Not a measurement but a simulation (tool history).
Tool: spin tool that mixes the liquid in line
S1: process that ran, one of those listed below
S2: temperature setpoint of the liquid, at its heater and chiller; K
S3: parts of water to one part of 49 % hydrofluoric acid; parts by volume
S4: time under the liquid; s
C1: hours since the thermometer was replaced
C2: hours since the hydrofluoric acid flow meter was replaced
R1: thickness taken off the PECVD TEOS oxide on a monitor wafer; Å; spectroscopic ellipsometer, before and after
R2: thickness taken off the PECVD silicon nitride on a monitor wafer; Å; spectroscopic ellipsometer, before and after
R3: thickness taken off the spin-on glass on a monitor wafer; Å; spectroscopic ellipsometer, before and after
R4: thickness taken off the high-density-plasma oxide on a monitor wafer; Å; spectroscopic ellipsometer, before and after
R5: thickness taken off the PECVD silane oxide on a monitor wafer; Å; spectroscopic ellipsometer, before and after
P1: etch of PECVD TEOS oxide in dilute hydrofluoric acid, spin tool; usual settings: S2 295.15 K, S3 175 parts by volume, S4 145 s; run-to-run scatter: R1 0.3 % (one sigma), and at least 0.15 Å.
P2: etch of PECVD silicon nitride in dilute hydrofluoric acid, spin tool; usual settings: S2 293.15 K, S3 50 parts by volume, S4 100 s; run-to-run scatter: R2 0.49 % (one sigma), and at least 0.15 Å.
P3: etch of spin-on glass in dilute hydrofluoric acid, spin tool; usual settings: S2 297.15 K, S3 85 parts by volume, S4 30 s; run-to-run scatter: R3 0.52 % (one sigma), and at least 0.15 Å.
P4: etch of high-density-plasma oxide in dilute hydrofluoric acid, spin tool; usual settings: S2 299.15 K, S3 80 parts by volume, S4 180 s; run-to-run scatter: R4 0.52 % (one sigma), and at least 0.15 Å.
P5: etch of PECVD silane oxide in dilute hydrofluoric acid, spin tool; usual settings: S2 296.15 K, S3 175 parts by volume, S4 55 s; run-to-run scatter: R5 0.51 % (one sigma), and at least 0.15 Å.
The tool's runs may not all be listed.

run,day,S1,S2,S3,S4,C1,C2,R1,R2,R3,R4,R5
1,0.55,P1,295.15,175,145,704.6,353.5,94.203,,,,
2,1,P2,293.15,50,200,715.4,364.3,,82.521,,,
3,1.458,P1,295.15,175,145,726.4,375.3,94.368,,,,
4,1.838,P3,297.15,85,15,735.5,384.4,,,61.022,,
5,2.5,P1,295.15,175,145,751.4,400.3,94.228,,,,
6,3.096,P1,295.15,55,145,765.7,414.6,345.13,,,,
7,3.383,P3,302.15,85,30,772.6,421.5,,,149.44,,
8,3.846,P4,299.15,140,180,783.7,432.6,,,,68.4,
9,4.167,P1,295.15,175,145,791.4,440.3,93.863,,,,
10,4.825,P1,295.15,175,145,807.2,456.1,94.277,,,,
11,5.288,P2,293.15,50,100,818.3,467.2,,41.451,,,
12,5.804,P2,297.65,50,100,830.7,479.6,,56.865,,,
13,6.146,P4,294.65,80,180,838.9,487.8,,,,107.7,
14,6.617,P4,299.15,80,325,850.2,499.1,,,,233.32,
# day 6.812: thermometer replaced
15,7.229,P3,297.15,85,30,10,513.8,,,123.05,,
16,7.604,P5,296.15,300,55,19,522.8,,,,,61.073
17,8.117,P5,296.15,175,55,31.3,535.1,,,,,119.33
# day 8.458: hydrofluoric acid flow meter replaced
18,8.512,P1,295.15,175,15,40.8,1.3,9.8144,,,,
19,8.912,P1,299.15,175,145,50.4,10.9,109.64,,,,
20,9.417,P4,299.15,80,180,62.5,23,,,,130.35,
21,9.75,P1,295.15,175,265,70.5,31,173.14,,,,
22,10.2,P1,290.15,175,145,81.3,41.8,77.433,,,,
23,10.512,P2,293.15,70,100,88.8,49.3,,29.61,,,
24,11.058,P3,297.15,120,30,101.9,62.4,,,83.121,,
25,11.379,P5,302.65,175,55,109.6,70.1,,,,,152.03
26,12.008,P1,295.15,250,145,124.7,85.2,61.128,,,,

Run 27 comes next. What will it give?
27,12.3,P1,302.15,175,15,131.7,92.2,?,,,,

{"run 27": {"R1": 12.911}}
